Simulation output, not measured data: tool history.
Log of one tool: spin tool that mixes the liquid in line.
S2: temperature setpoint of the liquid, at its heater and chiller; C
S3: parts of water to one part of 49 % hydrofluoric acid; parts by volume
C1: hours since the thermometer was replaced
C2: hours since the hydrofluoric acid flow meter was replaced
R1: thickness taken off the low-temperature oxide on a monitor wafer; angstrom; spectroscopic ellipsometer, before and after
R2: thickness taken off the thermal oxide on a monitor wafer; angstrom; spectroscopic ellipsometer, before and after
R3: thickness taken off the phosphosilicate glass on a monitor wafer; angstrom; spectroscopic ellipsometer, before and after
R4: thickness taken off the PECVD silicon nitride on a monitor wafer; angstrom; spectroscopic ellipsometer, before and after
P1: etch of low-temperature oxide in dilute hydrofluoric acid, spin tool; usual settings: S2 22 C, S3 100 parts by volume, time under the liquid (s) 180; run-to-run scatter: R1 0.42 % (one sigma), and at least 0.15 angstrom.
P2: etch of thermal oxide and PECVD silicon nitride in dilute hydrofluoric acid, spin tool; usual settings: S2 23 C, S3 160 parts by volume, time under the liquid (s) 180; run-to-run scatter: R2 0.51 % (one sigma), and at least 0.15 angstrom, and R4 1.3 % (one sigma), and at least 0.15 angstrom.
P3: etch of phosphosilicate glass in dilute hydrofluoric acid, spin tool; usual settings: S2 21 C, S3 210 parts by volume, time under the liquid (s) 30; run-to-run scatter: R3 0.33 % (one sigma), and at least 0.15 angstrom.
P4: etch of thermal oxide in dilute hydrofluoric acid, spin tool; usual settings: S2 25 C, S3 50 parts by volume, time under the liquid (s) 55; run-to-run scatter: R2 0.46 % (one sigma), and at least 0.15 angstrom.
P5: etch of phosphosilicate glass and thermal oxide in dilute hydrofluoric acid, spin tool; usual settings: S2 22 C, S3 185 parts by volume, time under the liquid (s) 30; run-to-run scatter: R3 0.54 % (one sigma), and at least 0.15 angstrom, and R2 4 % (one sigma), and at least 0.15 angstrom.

run 1 hour=4.1 | process_that_ran=P1 S2=22 S3=100 time_under_the_liquid_(s)=180 | C1=206.2 C2=822.2 | R1=442.25
run 2 hour=8.2 | process_that_ran=P4 S2=25 S3=25 time_under_the_liquid_(s)=55 | C1=210.3 C2=826.3 | R2=122.54
run 3 hour=11.1 | process_that_ran=P1 S2=22 S3=100 time_under_the_liquid_(s)=350 | C1=213.2 C2=829.2 | R1=860.14
run 4 hour=14.7 | process_that_ran=P4 S2=25 S3=50 time_under_the_liquid_(s)=115 | C1=216.8 C2=832.8 | R2=122.56
run 5 hour=16.9 | process_that_ran=P1 S2=22 S3=175 time_under_the_liquid_(s)=180 | C1=219 C2=835 | R1=233.44
run 6 hour=18.8 | process_that_ran=P3 S2=21 S3=210 time_under_the_liquid_(s)=30 | C1=220.9 C2=836.9 | R3=180.71
run 7 hour=22.2 | process_that_ran=P1 S2=26 S3=100 time_under_the_liquid_(s)=180 | C1=224.3 C2=840.3 | R1=521.19
run 8 hour=26.2 | process_that_ran=P1 S2=22 S3=100 time_under_the_liquid_(s)=180 | C1=228.3 C2=844.3 | R1=443.9
run 9 hour=29.5 | process_that_ran=P5 S2=22 S3=185 time_under_the_liquid_(s)=15 | C1=231.6 C2=847.6 | R2=3.361 R3=71.212
run 10 hour=31.8 | process_that_ran=P3 S2=28.5 S3=210 time_under_the_liquid_(s)=30 | C1=233.9 C2=849.9 | R3=238.49
run 11 hour=36 | process_that_ran=P4 S2=25 S3=50 time_under_the_liquid_(s)=55 | C1=238.1 C2=854.1 | R2=58.963
run 12 hour=39.8 | process_that_ran=P1 S2=22 S3=100 time_under_the_liquid_(s)=25 | C1=241.9 C2=857.9 | R1=62.106
run 13 hour=41.9 | process_that_ran=P1 S2=22 S3=100 time_under_the_liquid_(s)=180 | C1=244 C2=860 | R1=444.7
run 14 hour=44 | process_that_ran=P5 S2=22 S3=255 time_under_the_liquid_(s)=30 | C1=246.1 C2=862.1 | R2=3.7821 R3=96.521
run 15 hour=48.1 | process_that_ran=P4 S2=30 S3=50 time_under_the_liquid_(s)=55 | C1=250.2 C2=866.2 | R2=71.718
run 16 hour=52.4 | process_that_ran=P2 S2=23 S3=160 time_under_the_liquid_(s)=350 | C1=254.5 C2=870.5 | R2=90.747 R4=39.33
run 17 hour=55.5 | process_that_ran=P1 S2=22 S3=100 time_under_the_liquid_(s)=180 | C1=257.6 C2=873.6 | R1=446.41
run 18 hour=57.6 | process_that_ran=P2 S2=23 S3=160 time_under_the_liquid_(s)=180 | C1=259.7 C2=875.7 | R2=47.156 R4=20.654
run 19 hour=61.7 | process_that_ran=P5 S2=17 S3=185 time_under_the_liquid_(s)=30 | C1=263.8 C2=879.8 | R2=5.1134 R3=116.75
run 20 hour=63.8 | process_that_ran=P1 S2=22 S3=30 time_under_the_liquid_(s)=180 | C1=265.9 C2=881.9 | R1=1627.3
run 21 hour=66.4 | process_that_ran=P1 S2=22 S3=50 time_under_the_liquid_(s)=75 | C1=268.5 C2=884.5 | R1=396.2
run 22 hour=68.5 | process_that_ran=P1 S2=22 S3=100 time_under_the_liquid_(s)=180 | C1=270.6 C2=886.6 | R1=446.47
run 23 hour=71.3 | process_that_ran=P2 S2=23 S3=255 time_under_the_liquid_(s)=180 | C1=273.4 C2=889.4 | R2=26.547 R4=12.519
run 24 hour=75.6 | process_that_ran=P5 S2=22 S3=185 time_under_the_liquid_(s)=30 | C1=277.7 C2=893.7 | R2=6.4032 R3=143.47
run 25 hour=79.1 | process_that_ran=P5 S2=22 S3=185 time_under_the_liquid_(s)=30 | C1=281.2 C2=897.2 | R2=6.166 R3=142.52
run 26 hour=82.8 | process_that_ran=P1 S2=22 S3=100 time_under_the_liquid_(s)=180 | C1=284.9 C2=900.9 | R1=443.2
run 27 hour=84.8 | process_that_ran=P4 S2=25 S3=50 time_under_the_liquid_(s)=55 | C1=286.9 C2=902.9 | R2=58.268
run 28 hour=87.4 | process_that_ran=P3 S2=21 S3=210 time_under_the_liquid_(s)=55 | C1=289.5 C2=905.5 | R3=331.72
run 29 hour=90.2 | process_that_ran=P1 S2=22 S3=100 time_under_the_liquid_(s)=180 | C1=292.3 C2=908.3 | R1=443.12
run 30 hour=93.1 | process_that_ran=P1 S2=17 S3=100 time_under_the_liquid_(s)=180 | C1=295.2 C2=911.2 | R1=363.16
run 31 hour=95.1 | process_that_ran=P3 S2=21 S3=50 time_under_the_liquid_(s)=30 | C1=297.2 C2=913.2 | R3=908.97
run 32 hour=98.4 | process_that_ran=P2 S2=17 S3=160 time_under_the_liquid_(s)=180 | C1=300.5 C2=916.5 | R2=36.792 R4=13.493
run 33 hour=100.9 | process_that_ran=P1 S2=22 S3=100 time_under_the_liquid_(s)=180 | C1=303 C2=919 | R1=442.65
run 34 hour=103.2 | process_that_ran=P1 S2=22 S3=100 time_under_the_liquid_(s)=180 | C1=305.3 C2=921.3 | R1=434.23
run 35 hour=107.5 | process_that_ran=P1 S2=22 S3=100 time_under_the_liquid_(s)=180 | C1=309.6 C2=925.6 | R1=418.02
run 36 hour=111.1 | process_that_ran=P1 S2=22 S3=100 time_under_the_liquid_(s)=180 | C1=313.2 C2=929.2 | R1=416
run 37 hour=114.2 | process_that_ran=P1 S2=22 S3=100 time_under_the_liquid_(s)=180 | C1=316.3 C2=932.3 | R1=413.11
run 38 hour=118.4 | process_that_ran=P1 S2=22 S3=100 time_under_the_liquid_(s)=180 | C1=320.5 C2=936.5 | R1=410.66
run 39 hour=121.5 | process_that_ran=P1 S2=22 S3=100 time_under_the_liquid_(s)=180 | C1=323.6 C2=939.6 | R1=408.33
run 40 hour=123.5 | process_that_ran=P1 S2=22 S3=100 time_under_the_liquid_(s)=180 | C1=325.6 C2=941.6 | R1=408.41
run 41 hour=126.3 | process_that_ran=P1 S2=22 S3=100 time_under_the_liquid_(s)=180 | C1=328.4 C2=944.4 | R1=406.98
run 42 hour=128.3 | process_that_ran=P1 S2=22 S3=100 time_under_the_liquid_(s)=180 | C1=330.4 C2=946.4 | R1=407.62

What P1 gives has crept away from where it was. These 2 causes fit the log equally well, each at the size given:
A: hydrofluoric acid flow below the setpoint (%) = 7.17
B: liquid colder than its thermometer reads (K) = 2.05
The creep began at about hour 100.9.

4 check runs are offered, each on 3 wafers whose results are averaged, their results left as question marks. Which one tells the causes apart?
run check 1 hour=130.3 | process_that_ran=P2 S2=17 S3=160 time_under_the_liquid_(s)=315 | R2=? R4=?
run check 2 hour=130.3 | process_that_ran=P3 S2=21 S3=140 time_under_the_liquid_(s)=30 | R3=?
run check 3 hour=130.3 | process_that_ran=P4 S2=25 S3=50 time_under_the_liquid_(s)=80 | R2=?
run check 4 hour=130.3 | process_that_ran=P5 S2=17 S3=185 time_under_the_liquid_(s)=30 | R2=? R3=?

What each check would give under each cause:
check=check_1 result=R2 if_A=59.111 if_B=59.213
check=check_1 result=R4 if_A=21.978 if_B=20.496
check=check_2 result=R3 if_A=267.95 if_B=268.98
check=check_3 result=R2 if_A=78.795 if_B=78.419
check=check_4 result=R2 if_A=4.8019 if_B=4.8225
check=check_4 result=R3 if_A=107.44 if_B=107.9
How far apart the two closest causes lie, in the result that separates them most: check 1 6.98 %; check 2 0.39 %; check 3 0.48 %; check 4 0.43 %
Check 1 tells the causes apart: in the others they would give nearly the same result.

Check 1 was then run and gave: R2 59.057 angstrom; R4 22.016 angstrom. Which cause is it?

It is A: hydrofluoric acid flow below the setpoint (%).

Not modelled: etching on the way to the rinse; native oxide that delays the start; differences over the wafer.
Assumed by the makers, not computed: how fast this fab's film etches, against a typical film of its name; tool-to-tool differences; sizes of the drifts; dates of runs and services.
